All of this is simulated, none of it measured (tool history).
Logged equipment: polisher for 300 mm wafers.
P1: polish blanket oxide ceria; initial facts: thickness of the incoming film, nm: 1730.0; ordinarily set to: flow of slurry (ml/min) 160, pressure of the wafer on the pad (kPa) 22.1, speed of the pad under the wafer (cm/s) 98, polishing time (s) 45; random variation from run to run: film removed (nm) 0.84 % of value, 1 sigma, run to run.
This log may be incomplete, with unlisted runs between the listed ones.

run,hour,flow of slurry (ml/min),pressure of the wafer on the pad (kPa),speed of the pad under the wafer (cm/s),polishing time (s),wafers polished on this pad,hours since the slurry nozzle was cleaned,hours since the head pressure was calibrated,film removed (nm)
1,3.1,160,22.1,98,45,1192,285,772.8,159.38
2,6.1,160,10.3,98,45,1233,288,775.8,76.283
3,11.3,160,34.5,98,45,1305,293.2,781,253.51
4,14.4,160,22.1,98,20,1347,296.3,784.1,71.546
5,17,160,22.1,138,45,1383,298.9,786.7,228.75
6,20.7,160,22.1,74,24,1434,302.6,790.4,65.174
7,25.6,160,22.1,44,45,1502,307.5,795.3,72.262
8,30.4,160,22.1,98,45,1568,312.3,800.1,162.42
9,34.4,160,22.1,98,62,1623,316.3,804.1,222.84
10,38.8,95,22.1,98,45,1683,320.7,808.5,145.05
11,42.3,160,22.1,98,45,1732,324.2,812,161.3
12,47.2,210,22.1,98,45,1799,329.1,816.9,167.4
13,52.3,160,22.1,98,45,1869,334.2,822,160.23
14,55,160,22.1,98,45,1906,336.9,824.7,161.7
15,58.4,160,22.1,98,45,1953,340.3,828.1,160.5
16,61.2,160,22.1,98,45,1992,343.1,830.9,157.31
17,64.7,160,22.1,98,45,2040,346.6,834.4,154.63
18,69.9,160,22.1,98,45,2112,351.8,839.6,152.91
19,75.5,160,22.1,98,45,2189,357.4,845.2,152.21
20,80.9,160,22.1,98,45,2263,362.8,850.6,153
# hour 81.8: head pressure recalibrated
21,86.6,160,22.1,98,45,2342,368.5,4.9,151.7
22,92.1,160,22.1,98,45,2417,374,10.4,150.97
23,95.8,160,22.1,98,45,2468,377.7,14.1,150.05
24,98.3,160,22.1,98,45,2503,380.2,16.6,148.67

What P1 gives has crept away from where it was. These 2 causes fit the log equally well, each at the size given:
A: slurry flow missing at the pad, % = 31.6
B: removal rate lost through wear of the pad, % = 7.1
The process output started creeping at around hour 55.
All other causes, with the reason each is excluded:
head's pressure below its setpoint, %: was serviced at hour 81.8, once the creep was under way, yet the earlier output never came back

Below are 4 check runs, each averaged over 5 wafers, with their results shown as question marks. Which of them would give clearly different results depending on which cause is behind the drift?
check 1,100.8,160,22.1,50,20,,,,?
check 2,100.8,160,33.8,98,45,,,,?
check 3,100.8,105,22.1,98,23,,,,?
check 4,100.8,160,10.3,134,45,,,,?

How each check would come out, cause by cause:
check,result,if A,if B
check 1,film removed (nm),34.054,34.053
check 2,film removed (nm),229.96,229.96
check 3,film removed (nm),68.306,70.622
check 4,film removed (nm),96.255,96.254
Smallest distance between any two causes, each pair judged by its most separating result, in per cent: check 1 0 %; check 2 0 %; check 3 3.33 %; check 4 0 %
The causes can be told apart only by check 3. The other checks would give nearly the same results under each of them.

After running check 3, the following was obtained: film removed (nm) 70.788. Which cause does this point to?

Of the candidate causes, it is B: removal rate lost through wear of the pad, %.
